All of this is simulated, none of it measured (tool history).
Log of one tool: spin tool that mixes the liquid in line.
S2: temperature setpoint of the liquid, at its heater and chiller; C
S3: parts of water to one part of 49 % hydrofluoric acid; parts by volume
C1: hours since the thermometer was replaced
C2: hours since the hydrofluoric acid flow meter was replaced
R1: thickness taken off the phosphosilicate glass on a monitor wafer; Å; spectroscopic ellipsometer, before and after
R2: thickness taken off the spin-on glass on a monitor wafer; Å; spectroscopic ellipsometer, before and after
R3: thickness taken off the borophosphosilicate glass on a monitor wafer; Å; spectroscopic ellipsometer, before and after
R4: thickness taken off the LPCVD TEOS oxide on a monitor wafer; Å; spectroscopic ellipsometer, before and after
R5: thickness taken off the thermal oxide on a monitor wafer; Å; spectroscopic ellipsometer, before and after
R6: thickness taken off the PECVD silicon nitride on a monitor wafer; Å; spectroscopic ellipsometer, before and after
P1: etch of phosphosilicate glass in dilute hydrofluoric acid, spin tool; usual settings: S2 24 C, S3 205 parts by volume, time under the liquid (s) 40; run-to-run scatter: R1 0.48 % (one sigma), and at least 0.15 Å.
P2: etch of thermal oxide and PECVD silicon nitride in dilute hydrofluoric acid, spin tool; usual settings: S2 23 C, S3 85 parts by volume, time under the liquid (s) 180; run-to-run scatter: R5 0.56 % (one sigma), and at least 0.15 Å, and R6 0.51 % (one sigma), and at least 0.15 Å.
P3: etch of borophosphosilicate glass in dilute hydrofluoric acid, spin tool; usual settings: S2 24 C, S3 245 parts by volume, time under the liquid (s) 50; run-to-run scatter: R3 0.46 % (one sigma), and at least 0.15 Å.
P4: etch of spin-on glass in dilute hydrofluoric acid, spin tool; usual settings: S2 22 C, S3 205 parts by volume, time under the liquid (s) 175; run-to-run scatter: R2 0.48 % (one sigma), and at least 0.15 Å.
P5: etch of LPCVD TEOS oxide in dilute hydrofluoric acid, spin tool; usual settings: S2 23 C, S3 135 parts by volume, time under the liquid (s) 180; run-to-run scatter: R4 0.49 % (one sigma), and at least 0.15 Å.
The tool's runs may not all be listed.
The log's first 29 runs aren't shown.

Run 30, hour 363.6: process that ran P3, S2 24 C, S3 245 parts by volume, time under the liquid (s) 50; C1 152.7; C2 170.2. Result: R3 89.98 Å.
Run 31, hour 376.2: process that ran P5, S2 23 C, S3 135 parts by volume, time under the liquid (s) 180; C1 165.3; C2 182.8. Result: R4 252.75 Å.
Run 32, hour 386.2: process that ran P3, S2 24 C, S3 245 parts by volume, time under the liquid (s) 90; C1 175.3; C2 192.8. Result: R3 161.34 Å.
Run 33, hour 398.8: process that ran P1, S2 24 C, S3 205 parts by volume, time under the liquid (s) 40; C1 187.9; C2 205.4. Result: R1 211.38 Å.
Run 34, hour 412.7: process that ran P1, S2 24 C, S3 205 parts by volume, time under the liquid (s) 40; C1 201.8; C2 219.3. Result: R1 212.9 Å.
Run 35, hour 425.2: process that ran P1, S2 24 C, S3 205 parts by volume, time under the liquid (s) 40; C1 214.3; C2 231.8. Result: R1 205.29 Å.
Run 36, hour 434.7: process that ran P1, S2 24 C, S3 205 parts by volume, time under the liquid (s) 40; C1 223.8; C2 241.3. Result: R1 202.86 Å.
Run 37, hour 450.3: process that ran P1, S2 24 C, S3 205 parts by volume, time under the liquid (s) 40; C1 239.4; C2 256.9. Result: R1 196.74 Å.
Run 38, hour 458.8: process that ran P1, S2 24 C, S3 205 parts by volume, time under the liquid (s) 40; C1 247.9; C2 265.4. Result: R1 196 Å.
Run 39, hour 472.2: process that ran P1, S2 24 C, S3 205 parts by volume, time under the liquid (s) 40; C1 261.3; C2 278.8. Result: R1 194.16 Å.
Run 40, hour 479.9: process that ran P1, S2 24 C, S3 205 parts by volume, time under the liquid (s) 40; C1 269; C2 286.5. Result: R1 195.72 Å.
Run 41, hour 494.4: process that ran P1, S2 24 C, S3 205 parts by volume, time under the liquid (s) 40; C1 283.5; C2 301. Result: R1 194.43 Å.
Run 42, hour 505: process that ran P1, S2 24 C, S3 205 parts by volume, time under the liquid (s) 40; C1 294.1; C2 311.6. Result: R1 193.91 Å.

The next listed run, before its measurement:
Run 43, hour 518.9: process that ran P1, S2 24 C, S3 205 parts by volume, time under the liquid (s) 40; C1 308; C2 325.5. Result: R1 ?.

Run 43 gave R1 194 Å.
